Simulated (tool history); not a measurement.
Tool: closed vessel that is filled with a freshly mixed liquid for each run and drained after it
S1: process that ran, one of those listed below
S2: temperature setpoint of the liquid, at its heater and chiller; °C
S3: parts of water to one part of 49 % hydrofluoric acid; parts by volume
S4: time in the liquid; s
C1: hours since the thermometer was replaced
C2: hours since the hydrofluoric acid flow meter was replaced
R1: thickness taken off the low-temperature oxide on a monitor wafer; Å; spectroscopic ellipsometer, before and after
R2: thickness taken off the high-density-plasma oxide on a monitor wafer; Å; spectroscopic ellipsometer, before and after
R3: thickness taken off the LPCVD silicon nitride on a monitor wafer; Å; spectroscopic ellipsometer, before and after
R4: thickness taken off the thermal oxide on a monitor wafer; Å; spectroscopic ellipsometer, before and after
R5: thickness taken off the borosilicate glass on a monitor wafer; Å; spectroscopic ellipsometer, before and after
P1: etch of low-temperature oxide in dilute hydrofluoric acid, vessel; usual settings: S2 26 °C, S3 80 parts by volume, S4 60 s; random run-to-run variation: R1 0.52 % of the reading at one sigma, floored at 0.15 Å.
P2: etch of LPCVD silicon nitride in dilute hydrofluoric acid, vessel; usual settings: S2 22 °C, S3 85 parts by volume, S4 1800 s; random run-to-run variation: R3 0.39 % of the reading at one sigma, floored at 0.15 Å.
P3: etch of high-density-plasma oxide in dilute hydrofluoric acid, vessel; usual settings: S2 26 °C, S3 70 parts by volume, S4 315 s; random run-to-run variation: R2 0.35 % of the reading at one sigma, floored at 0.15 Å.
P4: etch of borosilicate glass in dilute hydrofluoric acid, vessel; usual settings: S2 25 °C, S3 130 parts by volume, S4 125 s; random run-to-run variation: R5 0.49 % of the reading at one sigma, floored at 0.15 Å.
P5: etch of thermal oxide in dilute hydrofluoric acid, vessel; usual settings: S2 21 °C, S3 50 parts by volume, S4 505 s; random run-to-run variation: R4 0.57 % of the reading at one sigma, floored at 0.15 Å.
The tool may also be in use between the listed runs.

run	hour	S1	S2	S3	S4	C1	C2	R1	R2	R3	R4	R5
1	9.8	P1	26	80	60	608.1	901.6	237.31				
2	24.9	P1	26	80	90	623.2	916.7	356.28				
3	33.9	P3	26	70	315	632.2	925.7		258.59			
4	48.9	P1	18.5	80	60	647.2	940.7	174.47				
5	63.9	P3	26	125	315	662.2	955.7		134.96			
6	74.3	P1	26	80	60	672.6	966.1	236.08				
7	92.2	P2	22	85	1800	690.5	984			90.931		
8	105.8	P5	21	50	505	704.1	997.6				445.93	
9	118.3	P1	26	135	60	716.6	1010.1	131.87				
10	127.5	P5	21	75	505	725.8	1019.3				289.48	
11	140.1	P3	20.5	70	315	738.4	1031.9		206.09			
12	152.3	P2	22	30	1800	750.6	1044.1			251.7		
13	167	P1	32	80	60	765.3	1058.8	295.06				
14	175	P4	25	70	125	773.3	1066.8					770.19
15	191.3	P4	30.5	130	125	789.6	1083.1					475.24
16	206	P4	25	130	125	804.3	1097.8					382.65
17	223.4	P3	26	70	515	821.7	1115.2		419.09			
18	238.2	P1	26	80	60	836.5	1130	235.61				
19	255.7	P4	25	130	230	854	1147.5					709.51
20	263.9	P5	21	50	30	862.2	1155.7				26.467	
21	275.7	P1	26	80	60	874	1167.5	237.59				
22	288.7	P1	31	80	90	887	1180.5	430.2				
23	301.2	P1	26	50	60	899.5	1193	392.88				
24	316.3	P2	26.5	85	1800	914.6	1208.1			122.57		
25	324.5	P5	27.5	50	505	922.8	1216.3				589.4	
26	341.1	P1	26	80	30	939.4	1232.9	117.35				
27	351.5	P2	22	85	2895	949.8	1243.3			145.98		
28	366.7	P2	22	85	1800	965	1258.5			91.282		
29	380.4	P1	26	80	60	978.7	1272.2	237.54				
30	390.6	P1	26	80	60	988.9	1282.4	238.32				
31	402.4	P1	26	80	60	1000.7	1294.2	232.35				
32	415.9	P1	26	80	60	1014.2	1307.7	227.48				
33	428.5	P1	26	80	60	1026.8	1320.3	223.57				
34	442.4	P1	26	80	60	1040.7	1334.2	220.97				
35	454.9	P1	26	80	60	1053.2	1346.7	223.24				
36	465.6	P1	26	80	60	1063.9	1357.4	220.43				
37	482.1	P1	26	80	60	1080.4	1373.9	219.03				
38	495.4	P1	26	80	60	1093.7	1387.2	218				
39	511.8	P1	26	80	60	1110.1	1403.6	217.86				
40	529.5	P1	26	80	60	1127.8	1421.3	218.63				
41	542.3	P1	26	80	60	1140.6	1434.1	215.62				

What P1 gives has crept away from where it was. These 2 causes fit the log equally well, each at the size given:
A: hydrofluoric acid flow below the setpoint (%) = 7.22
B: liquid colder than its thermometer reads (K) = 2.09
Creep in the process output first set in at about hour 390.6.

Consider the 4 single-wafer check runs listed below, results given as question marks: which one distinguishes between the causes by giving clearly different results for each?
check 1	555.1	P3	20.5	70	315				?			
check 2	555.1	P5	27.5	50	195						?	
check 3	555.1	P4	25	75	190							?
check 4	555.1	P2	22	40	2780					?		

If the cause were each of the candidates in turn, the checks would give the following:
check	result	if A	if B
check 1	R2	190.19	188.95
check 2	R4	209.23	208.44
check 3	R5	1003.1	1001.3
check 4	R3	273	254.02
How far apart the two closest causes lie, in the result that separates them most: check 1 0.66 %; check 2 0.38 %; check 3 0.18 %; check 4 7.2 %
Check 4 tells the causes apart: in the others they would give nearly the same result.

The results of check 4 are: R3 252.01 Å. Based on these, which of the listed causes is it?

It is B: liquid colder than its thermometer reads (K).
